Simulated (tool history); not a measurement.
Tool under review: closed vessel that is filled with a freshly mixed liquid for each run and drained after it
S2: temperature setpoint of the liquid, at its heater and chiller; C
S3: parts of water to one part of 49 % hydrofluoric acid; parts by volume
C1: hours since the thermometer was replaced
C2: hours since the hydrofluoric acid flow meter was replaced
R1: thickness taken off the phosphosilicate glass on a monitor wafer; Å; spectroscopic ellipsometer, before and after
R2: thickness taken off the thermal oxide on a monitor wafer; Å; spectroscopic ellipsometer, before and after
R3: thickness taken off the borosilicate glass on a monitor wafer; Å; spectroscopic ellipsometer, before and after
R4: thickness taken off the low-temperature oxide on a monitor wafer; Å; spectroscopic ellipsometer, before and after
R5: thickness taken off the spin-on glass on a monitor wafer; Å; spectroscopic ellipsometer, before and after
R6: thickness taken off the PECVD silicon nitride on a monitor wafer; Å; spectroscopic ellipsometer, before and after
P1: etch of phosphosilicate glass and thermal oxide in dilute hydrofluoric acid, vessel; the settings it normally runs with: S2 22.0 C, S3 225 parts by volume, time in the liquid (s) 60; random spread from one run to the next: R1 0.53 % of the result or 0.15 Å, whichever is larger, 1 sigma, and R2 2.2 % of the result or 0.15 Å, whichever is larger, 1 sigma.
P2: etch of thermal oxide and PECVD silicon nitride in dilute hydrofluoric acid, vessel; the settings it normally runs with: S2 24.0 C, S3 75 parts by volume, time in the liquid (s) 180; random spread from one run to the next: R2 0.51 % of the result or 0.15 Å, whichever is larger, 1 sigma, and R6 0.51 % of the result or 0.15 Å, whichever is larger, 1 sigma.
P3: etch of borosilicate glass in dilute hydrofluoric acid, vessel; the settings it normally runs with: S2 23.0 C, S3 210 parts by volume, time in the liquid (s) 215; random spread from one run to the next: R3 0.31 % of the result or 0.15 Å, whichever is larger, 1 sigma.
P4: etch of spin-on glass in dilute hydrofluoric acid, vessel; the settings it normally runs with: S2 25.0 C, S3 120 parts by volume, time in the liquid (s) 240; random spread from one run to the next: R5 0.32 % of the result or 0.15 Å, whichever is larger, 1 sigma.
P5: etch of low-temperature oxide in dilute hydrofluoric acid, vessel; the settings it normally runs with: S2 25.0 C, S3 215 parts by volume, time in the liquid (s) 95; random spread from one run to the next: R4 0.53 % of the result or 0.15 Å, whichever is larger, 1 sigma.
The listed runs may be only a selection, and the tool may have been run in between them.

{"run": 1, "hour": 7.0, "process that ran": "P1", "S2": 22.0, "S3": 225, "time in the liquid (s)": 60, "C1": 1173.2, "C2": 1275.8, "R1": 312.83, "R2": 10.076}
{"run": 2, "hour": 11.8, "process that ran": "P1", "S2": 18.5, "S3": 225, "time in the liquid (s)": 60, "C1": 1178.0, "C2": 1280.6, "R1": 273.51, "R2": 9.2497}
{"run": 3, "hour": 20.3, "process that ran": "P3", "S2": 23.0, "S3": 210, "time in the liquid (s)": 215, "C1": 1186.5, "C2": 1289.1, "R3": 259.12}
{"run": 4, "hour": 28.3, "process that ran": "P5", "S2": 25.0, "S3": 215, "time in the liquid (s)": 145, "C1": 1194.5, "C2": 1297.1, "R4": 159.57}
{"run": 5, "hour": 37.3, "process that ran": "P1", "S2": 22.0, "S3": 225, "time in the liquid (s)": 35, "C1": 1203.5, "C2": 1306.1, "R1": 181.48, "R2": 6.1475}
{"run": 6, "hour": 44.6, "process that ran": "P4", "S2": 25.0, "S3": 120, "time in the liquid (s)": 415, "C1": 1210.8, "C2": 1313.4, "R5": 812.7}
{"run": 7, "hour": 49.0, "process that ran": "P3", "S2": 27.5, "S3": 210, "time in the liquid (s)": 215, "C1": 1215.2, "C2": 1317.8, "R3": 304.28}
{"run": 8, "hour": 57.2, "process that ran": "P4", "S2": 25.0, "S3": 55, "time in the liquid (s)": 240, "C1": 1223.4, "C2": 1326.0, "R5": 1112.3}
{"run": 9, "hour": 65.1, "process that ran": "P1", "S2": 22.0, "S3": 225, "time in the liquid (s)": 95, "C1": 1231.3, "C2": 1333.9, "R1": 496.25, "R2": 16.196}
{"run": 10, "hour": 70.7, "process that ran": "P1", "S2": 25.5, "S3": 155, "time in the liquid (s)": 60, "C1": 1236.9, "C2": 1339.5, "R1": 555.02, "R2": 18.695}
{"run": 11, "hour": 79.8, "process that ran": "P1", "S2": 25.5, "S3": 60, "time in the liquid (s)": 60, "C1": 1246.0, "C2": 1348.6, "R1": 1614.4, "R2": 52.485}
{"run": 12, "hour": 85.3, "process that ran": "P2", "S2": 29.0, "S3": 75, "time in the liquid (s)": 180, "C1": 1251.5, "C2": 1354.1, "R2": 135.91, "R6": 76.333}
{"run": 13, "hour": 91.1, "process that ran": "P3", "S2": 23.0, "S3": 210, "time in the liquid (s)": 215, "C1": 1257.3, "C2": 1359.9, "R3": 258.4}
{"run": 14, "hour": 96.2, "process that ran": "P5", "S2": 32.0, "S3": 215, "time in the liquid (s)": 95, "C1": 1262.4, "C2": 1365.0, "R4": 132.13}
{"run": 15, "hour": 105.1, "process that ran": "P5", "S2": 25.0, "S3": 110, "time in the liquid (s)": 95, "C1": 1271.3, "C2": 1373.9, "R4": 227.7}
{"run": 16, "hour": 111.9, "process that ran": "P1", "S2": 22.0, "S3": 225, "time in the liquid (s)": 60, "C1": 1278.1, "C2": 1380.7, "R1": 312.62, "R2": 10.126}
{"run": 17, "hour": 116.1, "process that ran": "P2", "S2": 24.0, "S3": 20, "time in the liquid (s)": 180, "C1": 1282.3, "C2": 1384.9, "R2": 451.04, "R6": 200.74}
{"run": 18, "hour": 122.4, "process that ran": "P5", "S2": 25.0, "S3": 215, "time in the liquid (s)": 95, "C1": 1288.6, "C2": 1391.2, "R4": 103.69}
{"run": 19, "hour": 130.0, "process that ran": "P4", "S2": 25.0, "S3": 120, "time in the liquid (s)": 240, "C1": 1296.2, "C2": 1398.8, "R5": 470.31}
{"run": 20, "hour": 136.2, "process that ran": "P1", "S2": 22.0, "S3": 225, "time in the liquid (s)": 60, "C1": 1302.4, "C2": 1405.0, "R1": 311.93, "R2": 9.7905}
{"run": 21, "hour": 142.5, "process that ran": "P2", "S2": 24.0, "S3": 75, "time in the liquid (s)": 70, "C1": 1308.7, "C2": 1411.3, "R2": 43.632, "R6": 21.25}
{"run": 22, "hour": 150.3, "process that ran": "P1", "S2": 22.0, "S3": 225, "time in the liquid (s)": 60, "C1": 1316.5, "C2": 1419.1, "R1": 315.07, "R2": 10.377}
{"run": 23, "hour": 154.7, "process that ran": "P2", "S2": 24.0, "S3": 75, "time in the liquid (s)": 180, "C1": 1320.9, "C2": 1423.5, "R2": 111.45, "R6": 55.278}
{"run": 24, "hour": 160.0, "process that ran": "P1", "S2": 22.0, "S3": 330, "time in the liquid (s)": 60, "C1": 1326.2, "C2": 1428.8, "R1": 194.42, "R2": 6.1276}
{"run": 25, "hour": 165.6, "process that ran": "P1", "S2": 28.0, "S3": 225, "time in the liquid (s)": 60, "C1": 1331.8, "C2": 1434.4, "R1": 390.09, "R2": 12.812}
{"run": 26, "hour": 173.0, "process that ran": "P1", "S2": 22.0, "S3": 125, "time in the liquid (s)": 60, "C1": 1339.2, "C2": 1441.8, "R1": 623.92, "R2": 20.348}
{"run": 27, "hour": 179.4, "process that ran": "P2", "S2": 24.0, "S3": 75, "time in the liquid (s)": 180, "C1": 1345.6, "C2": 1448.2, "R2": 112.45, "R6": 54.658}
{"run": 28, "hour": 187.1, "process that ran": "P3", "S2": 23.0, "S3": 210, "time in the liquid (s)": 420, "C1": 1353.3, "C2": 1455.9, "R3": 505.27}
{"run": 29, "hour": 196.2, "process that ran": "P4", "S2": 17.0, "S3": 120, "time in the liquid (s)": 240, "C1": 1362.4, "C2": 1465.0, "R5": 341.0}
{"run": 30, "hour": 202.8, "process that ran": "P1", "S2": 22.0, "S3": 225, "time in the liquid (s)": 60, "C1": 1369.0, "C2": 1471.6, "R1": 312.14, "R2": 10.081}
{"run": 31, "hour": 208.3, "process that ran": "P1", "S2": 22.0, "S3": 225, "time in the liquid (s)": 60, "C1": 1374.5, "C2": 1477.1, "R1": 312.12, "R2": 10.209}
{"run": 32, "hour": 214.7, "process that ran": "P3", "S2": 23.0, "S3": 80, "time in the liquid (s)": 215, "C1": 1380.9, "C2": 1483.5, "R3": 786.51}
{"run": 33, "hour": 223.3, "process that ran": "P1", "S2": 22.0, "S3": 225, "time in the liquid (s)": 60, "C1": 1389.5, "C2": 1492.1, "R1": 315.85, "R2": 10.035}
{"run": 34, "hour": 227.7, "process that ran": "P1", "S2": 22.0, "S3": 225, "time in the liquid (s)": 60, "C1": 1393.9, "C2": 1496.5, "R1": 319.36, "R2": 11.149}
{"run": 35, "hour": 235.9, "process that ran": "P1", "S2": 22.0, "S3": 225, "time in the liquid (s)": 60, "C1": 1402.1, "C2": 1504.7, "R1": 328.09, "R2": 10.288}
{"run": 36, "hour": 244.0, "process that ran": "P1", "S2": 22.0, "S3": 225, "time in the liquid (s)": 60, "C1": 1410.2, "C2": 1512.8, "R1": 327.69, "R2": 11.077}
{"run": 37, "hour": 253.4, "process that ran": "P1", "S2": 22.0, "S3": 225, "time in the liquid (s)": 60, "C1": 1419.6, "C2": 1522.2, "R1": 332.8, "R2": 10.866}
{"run": 38, "hour": 259.0, "process that ran": "P1", "S2": 22.0, "S3": 225, "time in the liquid (s)": 60, "C1": 1425.2, "C2": 1527.8, "R1": 331.67, "R2": 11.094}
{"run": 39, "hour": 268.0, "process that ran": "P1", "S2": 22.0, "S3": 225, "time in the liquid (s)": 60, "C1": 1434.2, "C2": 1536.8, "R1": 332.39, "R2": 10.875}

What P1 gives has crept off from where it sat before. The 2 causes that follow fit the log equally well, each at the size noted:
A: hydrofluoric acid flow above the setpoint (%) = 5.33
B: liquid hotter than its thermometer reads (K) = 1.73
The drift started at roughly hour 223.3.

Consider the 4 single-wafer check runs listed below, results given as question marks: which one distinguishes between the causes by giving clearly different results for each?
{"run": "check 1", "hour": 277.0, "process that ran": "P2", "S2": 24.0, "S3": 75, "time in the liquid (s)": 180, "R2": "?", "R6": "?"}
{"run": "check 2", "hour": 277.0, "process that ran": "P3", "S2": 23.0, "S3": 210, "time in the liquid (s)": 215, "R3": "?"}
{"run": "check 3", "hour": 277.0, "process that ran": "P5", "S2": 25.0, "S3": 215, "time in the liquid (s)": 95, "R4": "?"}
{"run": "check 4", "hour": 277.0, "process that ran": "P4", "S2": 25.0, "S3": 120, "time in the liquid (s)": 240, "R5": "?"}

What every check run would give for each of its results, assuming each possible cause in turn:
check=check_1 result=R2 if_A=118.5000 if_B=119.9900
check=check_1 result=R6 if_A=57.880 if_B=61.666
check=check_2 result=R3 if_A=275.48 if_B=275.63
check=check_3 result=R4 if_A=110.61 if_B=110.42
check=check_4 result=R5 if_A=497.92 if_B=501.42
Per-check spread between the two closest causes, in the result where they differ most: check 1 6.33 %; check 2 0.06 %; check 3 0.18 %; check 4 0.7 %
Check 1 tells the causes apart: in the others they would give nearly the same result.

Here is what check 1 returned: R2 119.4200 Å; R6 62.127 Å. Which cause is it?

The cause is B: liquid hotter than its thermometer reads (K).
